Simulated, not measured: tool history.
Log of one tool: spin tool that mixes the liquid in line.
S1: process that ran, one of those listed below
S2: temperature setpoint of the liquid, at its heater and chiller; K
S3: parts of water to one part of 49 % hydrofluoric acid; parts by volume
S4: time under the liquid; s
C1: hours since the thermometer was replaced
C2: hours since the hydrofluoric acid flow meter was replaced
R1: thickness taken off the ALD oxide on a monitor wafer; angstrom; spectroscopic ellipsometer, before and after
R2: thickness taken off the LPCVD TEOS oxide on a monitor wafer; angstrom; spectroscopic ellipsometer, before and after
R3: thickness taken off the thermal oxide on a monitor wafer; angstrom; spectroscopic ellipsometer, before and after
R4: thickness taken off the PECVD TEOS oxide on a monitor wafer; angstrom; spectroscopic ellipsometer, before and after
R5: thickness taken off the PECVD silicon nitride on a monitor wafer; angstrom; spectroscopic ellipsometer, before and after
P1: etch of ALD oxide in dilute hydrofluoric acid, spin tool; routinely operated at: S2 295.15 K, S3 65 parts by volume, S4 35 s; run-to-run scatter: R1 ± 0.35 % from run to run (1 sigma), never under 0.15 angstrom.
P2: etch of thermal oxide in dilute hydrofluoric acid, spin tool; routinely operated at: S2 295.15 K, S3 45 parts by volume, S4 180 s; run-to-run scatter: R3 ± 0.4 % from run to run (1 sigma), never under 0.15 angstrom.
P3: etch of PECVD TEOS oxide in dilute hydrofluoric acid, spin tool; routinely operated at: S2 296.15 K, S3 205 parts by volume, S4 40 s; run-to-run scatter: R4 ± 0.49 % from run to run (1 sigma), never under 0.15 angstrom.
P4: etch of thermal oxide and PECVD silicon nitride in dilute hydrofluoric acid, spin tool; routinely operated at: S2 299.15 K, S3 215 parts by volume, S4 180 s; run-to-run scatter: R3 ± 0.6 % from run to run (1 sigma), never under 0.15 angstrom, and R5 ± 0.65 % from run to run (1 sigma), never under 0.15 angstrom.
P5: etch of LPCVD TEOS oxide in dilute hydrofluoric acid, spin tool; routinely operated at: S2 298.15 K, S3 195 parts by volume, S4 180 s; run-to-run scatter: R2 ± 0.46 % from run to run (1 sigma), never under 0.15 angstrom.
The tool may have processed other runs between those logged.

Run 1, day 0.596: S1 P1, S2 295.15 K, S3 65 parts by volume, S4 35 s; C1 570.6; C2 1167.5. Result: R1 111.640 angstrom.
Run 2, day 1.275: S1 P5, S2 298.15 K, S3 195 parts by volume, S4 315 s; C1 586.9; C2 1183.8. Result: R2 650.88 angstrom.
Run 3, day 1.942: S1 P5, S2 306.65 K, S3 195 parts by volume, S4 180 s; C1 602.9; C2 1199.8. Result: R2 502.28 angstrom.
Run 4, day 2.483: S1 P1, S2 295.15 K, S3 65 parts by volume, S4 70 s; C1 615.9; C2 1212.8. Result: R1 223.870 angstrom.
Run 5, day 3.025: S1 P2, S2 295.15 K, S3 45 parts by volume, S4 360 s; C1 628.9; C2 1225.8. Result: R3 375.930 angstrom.
Run 6, day 3.750: S1 P3, S2 296.15 K, S3 205 parts by volume, S4 40 s; C1 646.3; C2 1243.2. Result: R4 44.724 angstrom.
Run 7, day 4.138: S1 P5, S2 298.15 K, S3 40 parts by volume, S4 180 s; C1 655.6; C2 1252.5. Result: R2 2214.70 angstrom.
Run 8, day 4.650: S1 P1, S2 295.15 K, S3 65 parts by volume, S4 35 s; C1 667.9; C2 1264.8. Result: R1 112.140 angstrom.
Run 9, day 5.042: S1 P3, S2 296.15 K, S3 320 parts by volume, S4 40 s; C1 677.3; C2 1274.2. Result: R4 25.872 angstrom.
Run 10, day 5.688: S1 P1, S2 302.15 K, S3 25 parts by volume, S4 35 s; C1 692.8; C2 1289.7. Result: R1 411.040 angstrom.
Run 11, day 6.229: S1 P4, S2 299.15 K, S3 215 parts by volume, S4 180 s; C1 705.8; C2 1302.7. Result: R3 36.827 angstrom, R5 45.444 angstrom.
Run 12, day 6.708: S1 P1, S2 295.15 K, S3 40 parts by volume, S4 35 s; C1 717.3; C2 1314.2. Result: R1 188.620 angstrom.
Run 13, day 7.267: S1 P4, S2 299.15 K, S3 400 parts by volume, S4 180 s; C1 730.7; C2 1327.6. Result: R3 16.234 angstrom, R5 24.993 angstrom.
Run 14, day 7.708: S1 P1, S2 295.15 K, S3 65 parts by volume, S4 35 s; C1 741.3; C2 1338.2. Result: R1 111.900 angstrom.
Run 15, day 8.196: S1 P4, S2 299.15 K, S3 215 parts by volume, S4 355 s; C1 753.0; C2 1349.9. Result: R3 72.480 angstrom, R5 89.906 angstrom.
At day 8.338: hydrofluoric acid flow meter replaced.
Run 16, day 8.625: S1 P3, S2 296.15 K, S3 205 parts by volume, S4 75 s; C1 763.3; C2 7.0. Result: R4 83.955 angstrom.
Run 17, day 9.050: S1 P2, S2 300.65 K, S3 45 parts by volume, S4 180 s; C1 773.5; C2 17.2. Result: R3 234.630 angstrom.
Run 18, day 9.675: S1 P3, S2 290.15 K, S3 205 parts by volume, S4 40 s; C1 788.5; C2 32.2. Result: R4 35.504 angstrom.
Run 19, day 10.204: S1 P5, S2 298.15 K, S3 195 parts by volume, S4 180 s; C1 801.2; C2 44.9. Result: R2 373.02 angstrom.
Run 20, day 10.625: S1 P1, S2 295.15 K, S3 65 parts by volume, S4 20 s; C1 811.3; C2 55.0. Result: R1 64.254 angstrom.
Run 21, day 11.279: S1 P1, S2 298.65 K, S3 65 parts by volume, S4 35 s; C1 827.0; C2 70.7. Result: R1 129.000 angstrom.
Run 22, day 11.729: S1 P2, S2 295.15 K, S3 45 parts by volume, S4 180 s; C1 837.8; C2 81.5. Result: R3 186.990 angstrom.
Run 23, day 12.242: S1 P1, S2 295.15 K, S3 115 parts by volume, S4 35 s; C1 850.1; C2 93.8. Result: R1 59.830 angstrom.
Run 24, day 12.675: S1 P1, S2 290.65 K, S3 65 parts by volume, S4 35 s; C1 860.5; C2 104.2. Result: R1 92.963 angstrom.
Run 25, day 13.338: S1 P1, S2 295.15 K, S3 65 parts by volume, S4 35 s; C1 876.4; C2 120.1. Result: R1 112.170 angstrom.
Run 26, day 13.817: S1 P4, S2 291.65 K, S3 215 parts by volume, S4 180 s; C1 887.9; C2 131.6. Result: R3 27.998 angstrom, R5 28.416 angstrom.
Run 27, day 14.258: S1 P2, S2 295.15 K, S3 70 parts by volume, S4 180 s; C1 898.5; C2 142.2. Result: R3 116.240 angstrom.
Run 28, day 14.921: S1 P1, S2 295.15 K, S3 65 parts by volume, S4 35 s; C1 914.4; C2 158.1. Result: R1 112.410 angstrom.
Run 29, day 15.521: S1 P1, S2 295.15 K, S3 65 parts by volume, S4 35 s; C1 928.8; C2 172.5. Result: R1 115.430 angstrom.
Run 30, day 15.908: S1 P1, S2 295.15 K, S3 65 parts by volume, S4 35 s; C1 938.1; C2 181.8. Result: R1 117.550 angstrom.
Run 31, day 16.325: S1 P1, S2 295.15 K, S3 65 parts by volume, S4 35 s; C1 948.1; C2 191.8. Result: R1 118.510 angstrom.
Run 32, day 17.000: S1 P1, S2 295.15 K, S3 65 parts by volume, S4 35 s; C1 964.3; C2 208.0. Result: R1 119.320 angstrom.
Run 33, day 17.550: S1 P1, S2 295.15 K, S3 65 parts by volume, S4 35 s; C1 977.5; C2 221.2. Result: R1 120.190 angstrom.
Run 34, day 18.146: S1 P1, S2 295.15 K, S3 65 parts by volume, S4 35 s; C1 991.8; C2 235.5. Result: R1 120.440 angstrom.
Run 35, day 18.596: S1 P1, S2 295.15 K, S3 65 parts by volume, S4 35 s; C1 1002.6; C2 246.3. Result: R1 121.510 angstrom.
Run 36, day 19.146: S1 P1, S2 295.15 K, S3 65 parts by volume, S4 35 s; C1 1015.8; C2 259.5. Result: R1 121.780 angstrom.

Run 37 is up next; what results do you expect?
Run 37, day 19.700: S1 P1, S2 295.15 K, S3 65 parts by volume, S4 35 s; C1 1029.1; C2 272.8. Result: R1 ?.

{"run 37": {"R1": 121.13}}
